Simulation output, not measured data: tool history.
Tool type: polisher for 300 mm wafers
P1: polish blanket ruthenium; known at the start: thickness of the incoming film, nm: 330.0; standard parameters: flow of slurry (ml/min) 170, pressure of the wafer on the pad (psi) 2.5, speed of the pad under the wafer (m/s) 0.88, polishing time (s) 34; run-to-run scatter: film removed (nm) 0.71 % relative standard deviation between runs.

| run | hour | flow of slurry (ml/min) | pressure of the wafer on the pad (psi) | speed of the pad under the wafer (m/s) | polishing time (s) | film removed (nm) |
|---|---|---|---|---|---|---|
| 1 | 4.2 | 170 | 2.5 | 0.88 | 34 | 50.349 |
| 2 | 7.1 | 170 | 2.5 | 0.88 | 20 | 29.694 |
| 3 | 11.8 | 170 | 2.5 | 0.44 | 17 | 12.669 |
| 4 | 14.5 | 120 | 1.2 | 0.88 | 34 | 22.577 |
| 5 | 19.6 | 260 | 2.5 | 0.88 | 34 | 53.143 |
|  | 20 | worn pad replaced by a new one |
| 6 | 22.1 | 170 | 2.5 | 0.88 | 34 | 50.322 |
| 7 | 26.7 | 170 | 3.9 | 0.88 | 34 | 78.457 |
| 8 | 31.5 | 170 | 2.5 | 1.16 | 34 | 67.31 |
| 9 | 33.9 | 170 | 1.1 | 0.88 | 34 | 22.199 |
| 10 | 36.8 | 170 | 2.5 | 0.88 | 34 | 50.731 |
| 11 | 40.6 | 170 | 2.5 | 0.4 | 34 | 22.678 |
| 12 | 43.3 | 170 | 2.5 | 0.88 | 34 | 50.712 |
| 13 | 46.2 | 170 | 2.5 | 1.26 | 44 | 93.699 |
| 14 | 48.6 | 100 | 2.5 | 0.88 | 34 | 45.384 |
| 15 | 53 | 170 | 2.5 | 0.88 | 54 | 80.796 |
| 16 | 58.3 | 170 | 2.5 | 0.88 | 34 | 50.284 |
| 17 | 63.2 | 170 | 2.5 | 0.88 | 34 | 48.86 |
| 18 | 68.3 | 170 | 2.5 | 0.88 | 34 | 47.592 |
| 19 | 72.4 | 170 | 2.5 | 0.88 | 34 | 47.031 |
|  | 74 | worn pad replaced by a new one |
| 20 | 75.9 | 170 | 2.5 | 0.88 | 34 | 46.653 |
| 21 | 80.8 | 170 | 2.5 | 0.88 | 34 | 46.633 |
| 22 | 86 | 170 | 2.5 | 0.88 | 34 | 46.389 |
| 23 | 89.9 | 170 | 2.5 | 0.88 | 34 | 45.964 |
| 24 | 93.1 | 170 | 2.5 | 0.88 | 34 | 46.898 |

P1 no longer gives what it gave before; its output has crept away from where it was. The following 2 causes, each at its listed size, fit the log equally well:
A: head's pressure below its setpoint, % = 8.17
B: slurry flow missing at the pad, % = 36.1
Onset of the creep was near hour 58.3.
Every other cause this tool's parts could produce, and why it does not fit the log:
removal rate lost through wear of the pad, %: its service at hour 74 followed the start of the drift and did not put the process back to its old value

Consider the 4 check runs below, whose results appear as question marks and each of which averages 3 wafers. Which one distinguishes the causes, in that each cause would give it a clearly different result?
| check 1 | 96.3 | 170 | 2.5 | 0.66 | 34 | ? |
| check 2 | 96.3 | 120 | 2.5 | 0.88 | 43 | ? |
| check 3 | 96.3 | 170 | 2.5 | 0.46 | 50 | ? |
| check 4 | 96.3 | 170 | 3.2 | 1.08 | 34 | ? |

If the cause were each of the candidates in turn, the checks would give the following:
| check | result | if A | if B |
|---|---|---|---|
| check 1 | film removed (nm) | 34.733 | 34.739 |
| check 2 | film removed (nm) | 54.991 | 53.314 |
| check 3 | film removed (nm) | 35.6 | 35.606 |
| check 4 | film removed (nm) | 72.751 | 72.762 |
Minimum pairwise separation of causes per check, each pair taken at its best-separating result: check 1 0.02 %; check 2 3.1 %; check 3 0.02 %; check 4 0.02 %
The other checks would show nearly matching results whichever cause is true, so check 2 is the only one that separates the causes.

With check 2 done, the readings were: film removed (nm) 55.116. Identify which of the listed causes applies.

A is the cause: head's pressure below its setpoint, %.
